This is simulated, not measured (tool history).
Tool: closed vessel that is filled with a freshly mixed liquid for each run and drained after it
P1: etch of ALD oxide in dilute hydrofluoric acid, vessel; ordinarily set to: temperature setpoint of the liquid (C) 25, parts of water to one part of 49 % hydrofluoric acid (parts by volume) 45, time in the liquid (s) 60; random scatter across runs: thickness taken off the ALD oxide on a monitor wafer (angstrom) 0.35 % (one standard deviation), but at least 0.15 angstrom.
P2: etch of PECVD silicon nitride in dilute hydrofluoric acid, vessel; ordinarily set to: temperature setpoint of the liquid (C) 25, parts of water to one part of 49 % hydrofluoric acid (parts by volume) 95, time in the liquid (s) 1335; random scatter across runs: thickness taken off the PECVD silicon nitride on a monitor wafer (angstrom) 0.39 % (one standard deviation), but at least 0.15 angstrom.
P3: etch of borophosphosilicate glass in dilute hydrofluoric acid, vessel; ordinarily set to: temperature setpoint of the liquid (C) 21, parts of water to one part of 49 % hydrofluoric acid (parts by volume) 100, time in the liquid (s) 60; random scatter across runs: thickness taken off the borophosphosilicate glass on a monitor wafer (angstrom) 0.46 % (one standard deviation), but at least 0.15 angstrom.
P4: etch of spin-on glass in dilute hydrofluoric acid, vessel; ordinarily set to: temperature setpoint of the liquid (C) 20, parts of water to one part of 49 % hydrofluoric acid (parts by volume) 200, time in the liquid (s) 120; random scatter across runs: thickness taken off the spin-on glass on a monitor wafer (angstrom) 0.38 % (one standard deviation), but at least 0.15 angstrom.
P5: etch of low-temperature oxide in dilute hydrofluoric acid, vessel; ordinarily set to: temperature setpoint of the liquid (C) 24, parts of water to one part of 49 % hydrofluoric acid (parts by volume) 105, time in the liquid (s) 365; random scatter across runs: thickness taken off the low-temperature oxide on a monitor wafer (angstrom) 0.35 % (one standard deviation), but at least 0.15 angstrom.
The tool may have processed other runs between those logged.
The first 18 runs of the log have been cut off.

| run | hour | process that ran | temperature setpoint of the liquid (C) | parts of water to one part of 49 % hydrofluoric acid (parts by volume) | time in the liquid (s) | hours since the thermometer was replaced | hours since the hydrofluoric acid flow meter was replaced | thickness taken off the ALD oxide on a monitor wafer (angstrom) | thickness taken off the PECVD silicon nitride on a monitor wafer (angstrom) | thickness taken off the spin-on glass on a monitor wafer (angstrom) | thickness taken off the borophosphosilicate glass on a monitor wafer (angstrom) | thickness taken off the low-temperature oxide on a monitor wafer (angstrom) |
|---|---|---|---|---|---|---|---|---|---|---|---|---|
| 19 | 94.7 | P4 | 27.5 | 200 | 120 | 1558.6 | 595.2 |  |  | 145.37 |  |  |
| 20 | 100 | P5 | 24 | 105 | 170 | 1563.9 | 600.5 |  |  |  |  | 262.51 |
| 21 | 104.1 | P4 | 20 | 200 | 30 | 1568 | 604.6 |  |  | 26.984 |  |  |
| 22 | 108.6 | P1 | 25 | 60 | 60 | 1572.5 | 609.1 | 222.38 |  |  |  |  |
|  | 109.5 | thermometer replaced |
| 23 | 114 | P1 | 17 | 45 | 60 | 4.6 | 614.5 | 214.22 |  |  |  |  |
| 24 | 120.7 | P1 | 32 | 70 | 60 | 11.3 | 621.2 | 245.44 |  |  |  |  |
| 25 | 125.5 | P3 | 25.5 | 100 | 60 | 16.1 | 626 |  |  |  | 262.91 |  |
| 26 | 130.4 | P5 | 24 | 105 | 365 | 21 | 630.9 |  |  |  |  | 562.63 |
| 27 | 135.1 | P1 | 25 | 75 | 35 | 25.7 | 635.6 | 100.77 |  |  |  |  |
| 28 | 141.4 | P3 | 21 | 20 | 60 | 32 | 641.9 |  |  |  | 1201.7 |  |
| 29 | 144.6 | P5 | 17 | 105 | 365 | 35.2 | 645.1 |  |  |  |  | 420.39 |
| 30 | 148.3 | P1 | 25 | 45 | 60 | 38.9 | 648.8 | 303.91 |  |  |  |  |

Run 31 is up next; what results do you expect?
| 31 | 151.9 | P1 | 25 | 45 | 60 | 42.5 | 652.4 | ? |  |  |  |  |

thickness taken off the ALD oxide on a monitor wafer (angstrom): 295.32
